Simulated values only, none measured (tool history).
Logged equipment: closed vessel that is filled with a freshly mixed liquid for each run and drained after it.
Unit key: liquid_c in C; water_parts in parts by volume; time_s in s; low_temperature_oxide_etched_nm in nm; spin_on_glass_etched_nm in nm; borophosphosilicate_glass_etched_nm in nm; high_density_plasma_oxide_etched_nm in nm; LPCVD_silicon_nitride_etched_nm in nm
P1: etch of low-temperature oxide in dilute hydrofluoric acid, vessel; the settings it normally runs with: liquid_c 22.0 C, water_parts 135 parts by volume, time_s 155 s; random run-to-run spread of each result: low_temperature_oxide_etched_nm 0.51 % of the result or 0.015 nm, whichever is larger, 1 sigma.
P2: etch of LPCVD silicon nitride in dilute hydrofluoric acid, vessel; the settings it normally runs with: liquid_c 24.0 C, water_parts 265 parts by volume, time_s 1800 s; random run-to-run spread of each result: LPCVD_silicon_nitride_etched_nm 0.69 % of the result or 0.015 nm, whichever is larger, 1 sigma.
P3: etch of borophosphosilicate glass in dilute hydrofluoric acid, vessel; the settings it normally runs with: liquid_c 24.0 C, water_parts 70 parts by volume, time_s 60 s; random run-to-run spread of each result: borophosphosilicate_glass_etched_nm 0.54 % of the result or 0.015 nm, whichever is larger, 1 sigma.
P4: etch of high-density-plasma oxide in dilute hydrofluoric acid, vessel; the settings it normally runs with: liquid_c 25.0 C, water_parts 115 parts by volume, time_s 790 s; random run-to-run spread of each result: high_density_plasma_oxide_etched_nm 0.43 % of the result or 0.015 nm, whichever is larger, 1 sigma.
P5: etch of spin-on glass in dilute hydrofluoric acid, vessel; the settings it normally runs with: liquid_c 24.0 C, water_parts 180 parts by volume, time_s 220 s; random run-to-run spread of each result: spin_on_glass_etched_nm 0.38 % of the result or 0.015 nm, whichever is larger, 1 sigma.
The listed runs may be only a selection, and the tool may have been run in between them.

run	hour	process	liquid_c	water_parts	time_s	low_temperature_oxide_etched_nm	spin_on_glass_etched_nm	borophosphosilicate_glass_etched_nm	high_density_plasma_oxide_etched_nm	LPCVD_silicon_nitride_etched_nm
1	13.8	P1	22.0	135	155	10.9450				
2	24.8	P5	24.0	85	220		138.530			
3	36.6	P1	22.0	135	155	10.8160				
4	48.9	P3	24.0	70	60			41.205		
5	63.9	P3	24.0	105	60			26.489		
6	80.4	P4	21.5	115	790				41.610	
7	95.6	P3	24.0	70	60			41.063		
8	111.2	P5	24.0	180	220		58.448			
9	126.0	P3	19.5	70	60			34.143		
10	135.3	P1	30.0	135	155	14.7230				
11	145.5	P1	22.0	135	255	17.8950				
12	157.8	P5	24.0	180	335		89.320			
13	172.8	P5	31.5	180	220		76.697			
14	187.0	P4	25.0	50	790				119.850	
15	196.1	P1	22.0	135	55	3.8649				
16	208.9	P2	19.0	265	1800					2.7986
17	224.6	P5	24.0	180	220		57.866			
18	240.5	P2	24.0	265	635					1.3635
19	254.9	P1	22.0	135	155	10.9150				
20	266.3	P1	22.0	135	155	10.9290				
21	282.6	P1	22.0	135	155	10.9490				
22	291.5	P1	22.0	190	155	7.2995				
23	305.3	P4	25.0	115	1430				86.256	
24	320.9	P1	22.0	50	155	32.6110				
25	334.0	P2	24.0	160	1800					6.2585
26	347.7	P3	24.0	70	30			20.516		
27	359.8	P4	25.0	115	790				47.816	
28	374.5	P1	22.0	30	305	109.2200				
29	386.7	P4	25.0	115	790				47.795	
30	402.5	P1	17.0	135	155	9.0052				
31	416.6	P2	24.0	265	1800					3.8013
32	429.1	P1	22.0	135	155	10.9720				
33	437.2	P1	22.0	135	155	10.9350				
34	445.5	P1	22.0	135	155	10.9250				
35	461.8	P1	22.0	135	155	11.3130				
36	472.0	P1	22.0	135	155	11.3150				
37	484.3	P1	22.0	135	155	11.6230				
38	500.7	P1	22.0	135	155	11.7590				
39	507.9	P1	22.0	135	155	11.7120				
40	516.5	P1	22.0	135	155	11.7830				
41	531.2	P1	22.0	135	155	11.7150				
42	541.8	P1	22.0	135	155	11.6790				
43	555.1	P1	22.0	135	155	11.7360				

P1 no longer gives what it gave before; its output has crept away from where it was. The following 2 causes, each at its listed size, fit the log equally well:
A: hydrofluoric acid flow above the setpoint (%) = 6.98
B: liquid hotter than its thermometer reads (K) = 1.99
At approximately hour 445.5, the process output began to creep.

Question marks stand in for the results of the 4 check runs listed below, each run on one wafer. Under which run would the listed causes show clearly different results?
check 1	568.4	P3	24.0	70	60			?		
check 2	568.4	P5	24.0	180	220		?			
check 3	568.4	P2	24.0	265	1800					?
check 4	568.4	P4	25.0	115	790				?	

What every check run would give for each of its results, assuming each possible cause in turn:
check	result	if A	if B
check 1	borophosphosilicate_glass_etched_nm	44.310	44.600
check 2	spin_on_glass_etched_nm	63.381	62.957
check 3	LPCVD_silicon_nitride_etched_nm	4.0911	4.3219
check 4	high_density_plasma_oxide_etched_nm	51.569	51.559
Gap, in per cent, between the two causes that each check separates least, read from the result that separates them most: check 1 0.65 %; check 2 0.67 %; check 3 5.49 %; check 4 0.02 %
Only check 3 tells the causes apart: in the others they would give nearly the same result.

With check 3 done, the readings were: LPCVD_silicon_nitride_etched_nm 4.0498 nm. Identify which of the listed causes applies.

Of the candidate causes, it is A: hydrofluoric acid flow above the setpoint (%).
